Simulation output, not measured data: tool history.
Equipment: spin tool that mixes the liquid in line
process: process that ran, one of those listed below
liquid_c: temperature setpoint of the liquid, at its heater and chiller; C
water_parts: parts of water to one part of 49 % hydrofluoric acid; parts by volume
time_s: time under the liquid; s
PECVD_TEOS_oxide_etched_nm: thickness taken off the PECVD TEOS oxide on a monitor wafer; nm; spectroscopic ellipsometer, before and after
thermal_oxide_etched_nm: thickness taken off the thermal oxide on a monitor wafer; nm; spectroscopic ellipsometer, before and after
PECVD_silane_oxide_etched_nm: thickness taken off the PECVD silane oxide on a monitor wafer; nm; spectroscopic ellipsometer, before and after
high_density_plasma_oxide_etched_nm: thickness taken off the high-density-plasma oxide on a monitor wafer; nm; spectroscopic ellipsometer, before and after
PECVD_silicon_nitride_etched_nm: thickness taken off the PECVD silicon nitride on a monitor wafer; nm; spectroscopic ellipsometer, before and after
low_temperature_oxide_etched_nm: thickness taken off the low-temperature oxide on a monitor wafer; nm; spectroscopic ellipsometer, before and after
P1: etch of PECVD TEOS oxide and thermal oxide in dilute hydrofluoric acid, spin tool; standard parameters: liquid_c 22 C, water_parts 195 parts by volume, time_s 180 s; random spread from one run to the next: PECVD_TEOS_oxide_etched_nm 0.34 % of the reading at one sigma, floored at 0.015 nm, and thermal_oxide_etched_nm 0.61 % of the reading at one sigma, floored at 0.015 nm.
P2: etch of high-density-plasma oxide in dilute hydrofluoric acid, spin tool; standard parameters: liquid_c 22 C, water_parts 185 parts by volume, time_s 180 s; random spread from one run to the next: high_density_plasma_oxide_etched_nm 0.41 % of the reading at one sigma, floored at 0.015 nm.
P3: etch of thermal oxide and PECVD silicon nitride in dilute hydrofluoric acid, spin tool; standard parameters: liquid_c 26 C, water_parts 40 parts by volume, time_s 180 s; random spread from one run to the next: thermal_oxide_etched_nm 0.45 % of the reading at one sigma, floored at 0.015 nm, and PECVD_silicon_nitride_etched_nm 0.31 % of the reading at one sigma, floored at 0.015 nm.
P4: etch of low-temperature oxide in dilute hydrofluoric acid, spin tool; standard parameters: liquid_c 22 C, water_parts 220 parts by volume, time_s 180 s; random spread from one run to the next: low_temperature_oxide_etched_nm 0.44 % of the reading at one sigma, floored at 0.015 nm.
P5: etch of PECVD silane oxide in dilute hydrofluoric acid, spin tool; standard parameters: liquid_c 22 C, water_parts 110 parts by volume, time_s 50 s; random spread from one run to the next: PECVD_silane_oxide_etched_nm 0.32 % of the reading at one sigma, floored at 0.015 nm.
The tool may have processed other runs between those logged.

| run | hour | process | liquid_c | water_parts | time_s | hours since the thermometer was replaced | hours since the hydrofluoric acid flow meter was replaced | PECVD_TEOS_oxide_etched_nm | thermal_oxide_etched_nm | PECVD_silane_oxide_etched_nm | high_density_plasma_oxide_etched_nm | PECVD_silicon_nitride_etched_nm | low_temperature_oxide_etched_nm |
|---|---|---|---|---|---|---|---|---|---|---|---|---|---|
| 1 | 2.8 | P1 | 22 | 195 | 180 | 749.9 | 306.7 | 6.8714 | 3.5493 |  |  |  |  |
| 2 | 6.8 | P1 | 22 | 195 | 180 | 753.9 | 310.7 | 6.8935 | 3.5633 |  |  |  |  |
| 3 | 12.7 | P1 | 17 | 195 | 180 | 759.8 | 316.6 | 5.6841 | 2.9501 |  |  |  |  |
| 4 | 15.9 | P5 | 26 | 110 | 50 | 763 | 319.8 |  |  | 10.584 |  |  |  |
| 5 | 20.1 | P2 | 22 | 185 | 15 | 767.2 | 324 |  |  |  | 0.49045 |  |  |
|  | 23.7 | thermometer replaced |
| 6 | 26.1 | P5 | 22 | 155 | 50 | 2.5 | 330 |  |  | 6.1096 |  |  |  |
| 7 | 30.6 | P1 | 22 | 195 | 335 | 7 | 334.5 | 12.812 | 6.6479 |  |  |  |  |
| 8 | 35.2 | P3 | 26 | 40 | 180 | 11.6 | 339.1 |  | 24.049 |  |  | 10.552 |  |
| 9 | 40.8 | P3 | 26 | 70 | 180 | 17.2 | 344.7 |  | 13.22 |  |  | 6.1461 |  |
| 10 | 47 | P2 | 22 | 35 | 180 | 23.4 | 350.9 |  |  |  | 35.58 |  |  |
| 11 | 51.7 | P2 | 17.5 | 185 | 180 | 28.1 | 355.6 |  |  |  | 4.7371 |  |  |
| 12 | 56.7 | P1 | 30 | 195 | 180 | 33.1 | 360.6 | 9.1933 | 4.7835 |  |  |  |  |
| 13 | 61.1 | P1 | 22 | 60 | 180 | 37.5 | 365 | 25.919 | 13.513 |  |  |  |  |
| 14 | 64.5 | P4 | 17 | 220 | 180 | 40.9 | 368.4 |  |  |  |  |  | 6.0263 |
| 15 | 68.3 | P4 | 22 | 90 | 180 | 44.7 | 372.2 |  |  |  |  |  | 20.763 |
| 16 | 71.1 | P3 | 26 | 40 | 180 | 47.5 | 375 |  | 24.24 |  |  | 10.625 |  |
| 17 | 76 | P2 | 22 | 185 | 180 | 52.4 | 379.9 |  |  |  | 5.6317 |  |  |
| 18 | 78.9 | P1 | 22 | 195 | 180 | 55.3 | 382.8 | 6.8662 | 3.5556 |  |  |  |  |
| 19 | 84.5 | P5 | 22 | 110 | 20 | 60.9 | 388.4 |  |  | 3.5829 |  |  |  |
| 20 | 89.9 | P3 | 26 | 40 | 20 | 66.3 | 393.8 |  | 2.6828 |  |  | 1.191 |  |
| 21 | 93.8 | P1 | 22 | 195 | 180 | 70.2 | 397.7 | 6.8113 | 3.6026 |  |  |  |  |
| 22 | 98.8 | P3 | 33 | 40 | 180 | 75.2 | 402.7 |  | 32.071 |  |  | 16.657 |  |
| 23 | 102.7 | P5 | 22 | 110 | 50 | 79.1 | 406.6 |  |  | 9.0398 |  |  |  |
| 24 | 108.3 | P1 | 22 | 195 | 30 | 84.7 | 412.2 | 1.1259 | 0.59836 |  |  |  |  |
| 25 | 112.8 | P4 | 22 | 220 | 325 | 89.2 | 416.7 |  |  |  |  |  | 13.235 |
| 26 | 116.2 | P5 | 22 | 110 | 50 | 92.6 | 420.1 |  |  | 9.0536 |  |  |  |
| 27 | 119.8 | P4 | 22 | 220 | 180 | 96.2 | 423.7 |  |  |  |  |  | 7.3413 |
| 28 | 123.6 | P1 | 27.5 | 280 | 180 | 100 | 427.5 | 5.2696 | 2.7908 |  |  |  |  |
| 29 | 126.5 | P1 | 22 | 335 | 180 | 102.9 | 430.4 | 3.5152 | 1.82 |  |  |  |  |
| 30 | 131.2 | P1 | 22 | 195 | 180 | 107.6 | 435.1 | 6.9112 | 3.558 |  |  |  |  |
| 31 | 135.8 | P1 | 22 | 195 | 180 | 112.2 | 439.7 | 7.0024 | 3.63 |  |  |  |  |
| 32 | 138.8 | P1 | 22 | 195 | 180 | 115.2 | 442.7 | 7.1164 | 3.682 |  |  |  |  |
| 33 | 143.7 | P1 | 22 | 195 | 180 | 120.1 | 447.6 | 7.2028 | 3.7364 |  |  |  |  |
| 34 | 147.1 | P1 | 22 | 195 | 180 | 123.5 | 451 | 7.2451 | 3.685 |  |  |  |  |
| 35 | 153.2 | P1 | 22 | 195 | 180 | 129.6 | 457.1 | 7.3159 | 3.7649 |  |  |  |  |
| 36 | 156.1 | P1 | 22 | 195 | 180 | 132.5 | 460 | 7.3188 | 3.7978 |  |  |  |  |
| 37 | 161.8 | P1 | 22 | 195 | 180 | 138.2 | 465.7 | 7.2982 | 3.7646 |  |  |  |  |
| 38 | 165.2 | P1 | 22 | 195 | 180 | 141.6 | 469.1 | 7.3488 | 3.7926 |  |  |  |  |
| 39 | 169.2 | P1 | 22 | 195 | 180 | 145.6 | 473.1 | 7.3342 | 3.7904 |  |  |  |  |
| 40 | 174.4 | P1 | 22 | 195 | 180 | 150.8 | 478.3 | 7.3226 | 3.8226 |  |  |  |  |
| 41 | 179.6 | P1 | 22 | 195 | 180 | 156 | 483.5 | 7.2924 | 3.8599 |  |  |  |  |

P1 has crept away from where it was. The log is fitted equally well by each of these 2 causes, at the sizes shown:
A: hydrofluoric acid flow above the setpoint (%) = 5.92
B: liquid hotter than its thermometer reads (K) = 1.84
The drift started at roughly hour 131.2.

4 check runs are offered, one wafer each, their results left as question marks. Which one tells the causes apart?
| check 1 | 184.8 | P5 | 22 | 110 | 50 |  |  |  |  | ? |  |  |  |
| check 2 | 184.8 | P3 | 26 | 40 | 180 |  |  |  | ? |  |  | ? |  |
| check 3 | 184.8 | P4 | 22 | 220 | 180 |  |  |  |  |  |  |  | ? |
| check 4 | 184.8 | P2 | 22 | 185 | 180 |  |  |  |  |  | ? |  |  |

If the cause were each of the candidates in turn, the checks would give the following:
| check | result | if A | if B |
|---|---|---|---|
| check 1 | PECVD_silane_oxide_etched_nm | 9.6362 | 9.7178 |
| check 2 | thermal_oxide_etched_nm | 25.615 | 25.973 |
| check 2 | PECVD_silicon_nitride_etched_nm | 11.22 | 11.983 |
| check 3 | low_temperature_oxide_etched_nm | 7.8358 | 7.82 |
| check 4 | high_density_plasma_oxide_etched_nm | 6.0531 | 6.0598 |
Per-check spread between the two closest causes, in the result where they differ most: check 1 0.84 %; check 2 6.58 %; check 3 0.2 %; check 4 0.11 %
Check 2 distinguishes between the causes, while the remaining checks would return nearly the same result for all of them.

Check 2 was carried out, with these results: thermal_oxide_etched_nm 26.066 nm; PECVD_silicon_nitride_etched_nm 11.983 nm. Which of the listed causes is responsible?

The correct cause is B, namely: liquid hotter than its thermometer reads (K).

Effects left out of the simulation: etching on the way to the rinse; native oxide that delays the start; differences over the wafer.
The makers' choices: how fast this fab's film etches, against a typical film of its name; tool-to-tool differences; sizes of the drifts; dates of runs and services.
